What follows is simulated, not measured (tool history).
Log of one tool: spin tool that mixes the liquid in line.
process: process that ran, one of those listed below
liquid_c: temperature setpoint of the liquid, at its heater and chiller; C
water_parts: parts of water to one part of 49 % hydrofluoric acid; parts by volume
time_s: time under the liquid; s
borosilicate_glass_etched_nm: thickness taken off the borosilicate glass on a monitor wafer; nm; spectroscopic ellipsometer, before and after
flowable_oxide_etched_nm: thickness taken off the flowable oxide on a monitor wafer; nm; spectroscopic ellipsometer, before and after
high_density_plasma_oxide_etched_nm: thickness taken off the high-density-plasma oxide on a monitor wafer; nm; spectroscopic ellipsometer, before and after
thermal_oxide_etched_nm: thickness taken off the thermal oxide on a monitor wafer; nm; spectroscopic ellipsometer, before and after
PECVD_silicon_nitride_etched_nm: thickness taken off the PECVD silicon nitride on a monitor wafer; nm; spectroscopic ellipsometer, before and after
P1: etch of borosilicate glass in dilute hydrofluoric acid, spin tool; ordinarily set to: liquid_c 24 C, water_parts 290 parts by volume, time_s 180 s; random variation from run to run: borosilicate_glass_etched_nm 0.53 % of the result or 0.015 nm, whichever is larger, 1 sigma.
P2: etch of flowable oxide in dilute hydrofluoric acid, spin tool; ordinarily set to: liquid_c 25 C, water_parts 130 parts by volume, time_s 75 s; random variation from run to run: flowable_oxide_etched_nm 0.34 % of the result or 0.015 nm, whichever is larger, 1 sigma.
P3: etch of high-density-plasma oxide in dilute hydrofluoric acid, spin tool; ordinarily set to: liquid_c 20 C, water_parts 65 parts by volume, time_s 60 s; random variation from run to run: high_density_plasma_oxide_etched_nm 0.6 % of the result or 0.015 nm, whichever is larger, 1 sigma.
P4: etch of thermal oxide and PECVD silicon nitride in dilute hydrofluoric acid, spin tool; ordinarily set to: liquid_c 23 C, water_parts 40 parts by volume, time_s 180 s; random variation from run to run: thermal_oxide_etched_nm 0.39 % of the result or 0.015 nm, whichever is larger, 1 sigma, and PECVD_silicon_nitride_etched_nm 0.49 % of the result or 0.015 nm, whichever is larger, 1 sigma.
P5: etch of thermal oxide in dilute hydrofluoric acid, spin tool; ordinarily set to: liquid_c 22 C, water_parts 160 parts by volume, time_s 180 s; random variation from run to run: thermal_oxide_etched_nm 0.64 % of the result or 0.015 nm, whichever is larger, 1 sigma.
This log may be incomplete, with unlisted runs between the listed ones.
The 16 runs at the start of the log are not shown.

run   hour  process  liquid_c  water_parts  time_s  hours since the thermometer was replaced  hours since the hydrofluoric acid flow meter was replaced  borosilicate_glass_etched_nm  flowable_oxide_etched_nm  high_density_plasma_oxide_etched_nm  thermal_oxide_etched_nm  PECVD_silicon_nitride_etched_nm
 17  106.4       P4      31.5           40     180                                      48.3                                                     1557.3                                                                                                                29.969                            41.65
 18  115.1       P4        23           40     285                                        57                                                       1566                                                                                                                33.873                            37.66
 19  119.9       P5        22          160     180                                      61.8                                                     1570.8                                                                                                                 4.665
 20  128.8       P2        25          130      75                                      70.7                                                     1579.7                                                  38.206
 21  133.9       P1      20.5          290     320                                      75.8                                                     1584.8                        22.616
 22  142.2       P4        23           20     180                                      84.1                                                     1593.1                                                                                                                43.767                           46.273
 23  149.3       P1        24          290     180                                      91.2                                                     1600.2                        14.215
 24    158       P1        24          465     325                                      99.9                                                     1608.9                        13.709
 25  164.4       P1        24          290     300                                     106.3                                                     1615.3                        23.963
 26  171.4       P2        25          130      75                                     113.3                                                     1622.3                                                  38.566
 27  178.4       P1        24          290      20                                     120.3                                                     1629.3                        1.6136
 28  187.2       P1        18          290     180                                     129.1                                                     1638.1                        11.462
 29  191.3       P3        17           65      60                                     133.2                                                     1642.2                                                                                       3.6915
 30    197       P1        24          145     180                                     138.9                                                     1647.9                        33.199

Run 31 comes next. What will it give?
 31  204.3       P1        24          440     180                                     146.2                                                     1655.2                             ?

Logged for run 31: borosilicate_glass_etched_nm 8.211 nm.
